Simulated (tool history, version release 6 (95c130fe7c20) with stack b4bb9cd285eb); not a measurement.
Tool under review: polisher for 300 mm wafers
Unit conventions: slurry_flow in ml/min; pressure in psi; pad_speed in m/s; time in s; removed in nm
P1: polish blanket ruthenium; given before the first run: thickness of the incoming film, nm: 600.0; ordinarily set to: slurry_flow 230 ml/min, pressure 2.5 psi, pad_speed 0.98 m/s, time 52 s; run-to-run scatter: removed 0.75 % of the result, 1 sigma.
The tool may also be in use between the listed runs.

run   hour  slurry_flow  pressure  pad_speed  time  removed
  1   15.1          230       2.5       0.98    52   61.211
  2   28.4          330       2.5       0.98    28   34.329
  3   45.8          285       2.5       0.70    52   44.753
  4   63.0          230       2.5       0.98    27   32.201
  5   77.4          140       2.5       0.98    52   57.007
  6   90.1          230       2.5       0.98    52   61.660
  7  108.5          230       3.7       0.98    52   91.124
  8  125.4          230       2.5       0.48    52   29.610
  9  139.9          295       2.5       0.98    52   62.961
 10  156.6          230       2.5       0.98    52   61.504
 11  169.9          230       2.5       0.98    52   61.843
 12  182.5          230       2.5       0.98    81   94.707
 13  194.6          230       2.5       1.48    52   93.856
 14  211.0          230       1.2       0.98    52   29.281
 15  226.2          230       2.5       0.98    52   61.327
 16  238.9          230       2.5       0.98    52   61.340
 17  255.5          230       2.5       0.98    52   59.973
 18  273.6          230       2.5       0.98    52   59.408
 19  288.1          230       2.5       0.98    52   58.523
 20  302.0          230       2.5       0.98    52   58.290
     312.3  -- head pressure recalibrated
 21  314.6          230       2.5       0.98    52   58.718
 22  331.7          230       2.5       0.98    52   58.115
 23  346.8          230       2.5       0.98    52   58.613
 24  357.5          230       2.5       0.98    52   57.767
 25  373.1          230       2.5       0.98    52   58.387

What P1 gives has crept off from where it sat before. The 2 causes that follow fit the log equally well, each at the size noted:
A: removal rate lost through wear of the pad, % = 4.62
B: slurry flow missing at the pad, % = 29.2
Onset of the creep was near hour 226.2.
Why every other cause is out:
head's pressure below its setpoint, %: was serviced at hour 312.3, once the creep was under way, yet the earlier output never came back

Consider the 4 check runs below, whose results appear as question marks and each of which averages 5 wafers. Which one distinguishes the causes, in that each cause would give it a clearly different result?
check 1  388.7          230       3.2       1.18    52        ?
check 2  388.7          230       2.5       1.34    52        ?
check 3  388.7          140       2.5       0.98    80        ?
check 4  388.7          230       2.5       1.24    52        ?

Expected result of each check under each candidate cause:
  check   result    if A    if B
check 1  removed  90.000  89.995
check 2  removed  79.846  79.842
check 3  removed  83.482  81.218
check 4  removed  73.888  73.884
Per-check spread between the two closest causes, in the result where they differ most: check 1 0.01 %; check 2 0.01 %; check 3 2.75 %; check 4 0.01 %
Check 3 is the one run that separates the causes; every other check would come out nearly the same whichever cause is at work.

Check 3 was then run and gave: removed 83.334 nm. Which cause is it?

The cause is A: removal rate lost through wear of the pad, %.
